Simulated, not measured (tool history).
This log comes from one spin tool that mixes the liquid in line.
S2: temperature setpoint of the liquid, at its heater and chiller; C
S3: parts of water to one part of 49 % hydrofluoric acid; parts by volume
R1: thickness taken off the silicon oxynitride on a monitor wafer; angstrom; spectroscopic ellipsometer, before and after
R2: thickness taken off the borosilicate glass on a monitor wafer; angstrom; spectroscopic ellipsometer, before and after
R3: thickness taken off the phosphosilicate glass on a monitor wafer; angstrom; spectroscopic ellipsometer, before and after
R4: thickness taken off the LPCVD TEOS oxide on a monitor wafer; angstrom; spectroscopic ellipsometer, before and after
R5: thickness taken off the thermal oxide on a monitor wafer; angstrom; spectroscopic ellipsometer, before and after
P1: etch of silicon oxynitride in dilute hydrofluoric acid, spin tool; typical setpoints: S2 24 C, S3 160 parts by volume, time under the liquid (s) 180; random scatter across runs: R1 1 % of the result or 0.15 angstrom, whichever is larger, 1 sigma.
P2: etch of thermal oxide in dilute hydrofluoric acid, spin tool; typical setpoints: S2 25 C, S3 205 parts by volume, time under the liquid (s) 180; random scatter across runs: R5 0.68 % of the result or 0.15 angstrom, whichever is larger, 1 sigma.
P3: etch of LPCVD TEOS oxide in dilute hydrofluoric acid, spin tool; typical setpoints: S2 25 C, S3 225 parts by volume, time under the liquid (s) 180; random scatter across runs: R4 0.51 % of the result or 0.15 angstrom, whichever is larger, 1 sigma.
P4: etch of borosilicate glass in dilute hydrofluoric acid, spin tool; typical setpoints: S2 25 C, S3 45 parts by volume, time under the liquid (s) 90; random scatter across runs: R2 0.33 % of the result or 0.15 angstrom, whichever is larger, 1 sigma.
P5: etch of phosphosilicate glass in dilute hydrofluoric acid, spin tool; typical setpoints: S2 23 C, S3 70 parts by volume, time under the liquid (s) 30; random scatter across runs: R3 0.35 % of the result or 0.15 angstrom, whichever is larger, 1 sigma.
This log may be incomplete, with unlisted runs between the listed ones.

run 1 hour=5.9 | process_that_ran=P1 S2=24 S3=160 time_under_the_liquid_(s)=180 | R1=24.109
run 2 hour=18 | process_that_ran=P4 S2=29.5 S3=45 time_under_the_liquid_(s)=90 | R2=446.59
run 3 hour=27.4 | process_that_ran=P1 S2=24 S3=215 time_under_the_liquid_(s)=270 | R1=25.973
run 4 hour=32.9 | process_that_ran=P4 S2=25 S3=45 time_under_the_liquid_(s)=35 | R2=143.99
run 5 hour=44.2 | process_that_ran=P1 S2=24 S3=240 time_under_the_liquid_(s)=180 | R1=15.048
run 6 hour=49.9 | process_that_ran=P5 S2=23 S3=70 time_under_the_liquid_(s)=15 | R3=219.25
run 7 hour=61.7 | process_that_ran=P1 S2=24 S3=160 time_under_the_liquid_(s)=180 | R1=24.828
run 8 hour=67.5 | process_that_ran=P1 S2=24 S3=160 time_under_the_liquid_(s)=285 | R1=38.839
run 9 hour=77.4 | process_that_ran=P3 S2=25 S3=225 time_under_the_liquid_(s)=180 | R4=166.04
run 10 hour=85.9 | process_that_ran=P1 S2=19.5 S3=160 time_under_the_liquid_(s)=180 | R1=19.643
run 11 hour=94.3 | process_that_ran=P2 S2=25 S3=70 time_under_the_liquid_(s)=180 | R5=132.07
run 12 hour=101.3 | process_that_ran=P3 S2=25 S3=225 time_under_the_liquid_(s)=330 | R4=300.21
run 13 hour=108.1 | process_that_ran=P5 S2=23 S3=95 time_under_the_liquid_(s)=30 | R3=316.53
run 14 hour=115.1 | process_that_ran=P3 S2=32 S3=225 time_under_the_liquid_(s)=180 | R4=210.16
run 15 hour=125.2 | process_that_ran=P1 S2=24 S3=100 time_under_the_liquid_(s)=180 | R1=40.746
run 16 hour=136 | process_that_ran=P3 S2=25 S3=225 time_under_the_liquid_(s)=180 | R4=164.86
run 17 hour=141.9 | process_that_ran=P2 S2=25 S3=205 time_under_the_liquid_(s)=55 | R5=11.464
run 18 hour=152.9 | process_that_ran=P1 S2=28.5 S3=160 time_under_the_liquid_(s)=180 | R1=29.544
run 19 hour=158.2 | process_that_ran=P4 S2=25 S3=45 time_under_the_liquid_(s)=90 | R2=371.13
run 20 hour=167 | process_that_ran=P3 S2=25 S3=85 time_under_the_liquid_(s)=180 | R4=518.64
run 21 hour=177.7 | process_that_ran=P4 S2=25 S3=20 time_under_the_liquid_(s)=90 | R2=862.05
run 22 hour=187 | process_that_ran=P1 S2=24 S3=160 time_under_the_liquid_(s)=180 | R1=24.788
run 23 hour=198.6 | process_that_ran=P1 S2=24 S3=160 time_under_the_liquid_(s)=180 | R1=24.125
run 24 hour=206.6 | process_that_ran=P5 S2=17 S3=70 time_under_the_liquid_(s)=30 | R3=344.2
run 25 hour=212.9 | process_that_ran=P5 S2=23 S3=70 time_under_the_liquid_(s)=30 | R3=438.41
run 26 hour=220.9 | process_that_ran=P2 S2=17 S3=205 time_under_the_liquid_(s)=180 | R5=28.963
run 27 hour=228.7 | process_that_ran=P1 S2=24 S3=160 time_under_the_liquid_(s)=70 | R1=9.7857
run 28 hour=239.8 | process_that_ran=P2 S2=25 S3=205 time_under_the_liquid_(s)=180 | R5=38.699
run 29 hour=247.2 | process_that_ran=P1 S2=24 S3=160 time_under_the_liquid_(s)=180 | R1=24.202
run 30 hour=257.9 | process_that_ran=P1 S2=24 S3=160 time_under_the_liquid_(s)=180 | R1=26.073
run 31 hour=269 | process_that_ran=P1 S2=24 S3=160 time_under_the_liquid_(s)=180 | R1=25.909
run 32 hour=274.8 | process_that_ran=P1 S2=24 S3=160 time_under_the_liquid_(s)=180 | R1=26.862
run 33 hour=282.3 | process_that_ran=P1 S2=24 S3=160 time_under_the_liquid_(s)=180 | R1=27.116
run 34 hour=289.5 | process_that_ran=P1 S2=24 S3=160 time_under_the_liquid_(s)=180 | R1=26.943
run 35 hour=297.7 | process_that_ran=P1 S2=24 S3=160 time_under_the_liquid_(s)=180 | R1=27.137
run 36 hour=304.5 | process_that_ran=P1 S2=24 S3=160 time_under_the_liquid_(s)=180 | R1=27.158

The output of P1 has drifted from where it used to be. Each of the 2 causes below, taken at the size shown beside it, accounts for the log equally well:
A: hydrofluoric acid flow above the setpoint (%) = 9.62
B: liquid hotter than its thermometer reads (K) = 2.29
Onset of the creep was near hour 247.2.

Listed below are the offered check runs, one wafer per run, with question marks in place of results. For which of them would the causes give clearly different outcomes?
run check 1 hour=311.3 | process_that_ran=P2 S2=17.5 S3=95 time_under_the_liquid_(s)=180 | R5=?
run check 2 hour=311.3 | process_that_ran=P4 S2=25 S3=20 time_under_the_liquid_(s)=45 | R2=?
run check 3 hour=311.3 | process_that_ran=P5 S2=17 S3=70 time_under_the_liquid_(s)=15 | R3=?
run check 4 hour=311.3 | process_that_ran=P3 S2=29.5 S3=225 time_under_the_liquid_(s)=315 | R4=?

Predicted outcomes, by check and by cause:
check=check_1 result=R5 if_A=76.75 if_B=76.346
check=check_2 result=R2 if_A=475.16 if_B=475.45
check=check_3 result=R3 if_A=189.2 if_B=189
check=check_4 result=R4 if_A=378.98 if_B=364.74
Distance between the nearest two causes, measured in the result of the check that separates them most: check 1 0.53 %; check 2 0.06 %; check 3 0.11 %; check 4 3.83 %
Check 4 distinguishes between the causes, while the remaining checks would return nearly the same result for all of them.

Then check 4 was run and gave: R4 377 angstrom. Which cause is it?

A is the cause: hydrofluoric acid flow above the setpoint (%).

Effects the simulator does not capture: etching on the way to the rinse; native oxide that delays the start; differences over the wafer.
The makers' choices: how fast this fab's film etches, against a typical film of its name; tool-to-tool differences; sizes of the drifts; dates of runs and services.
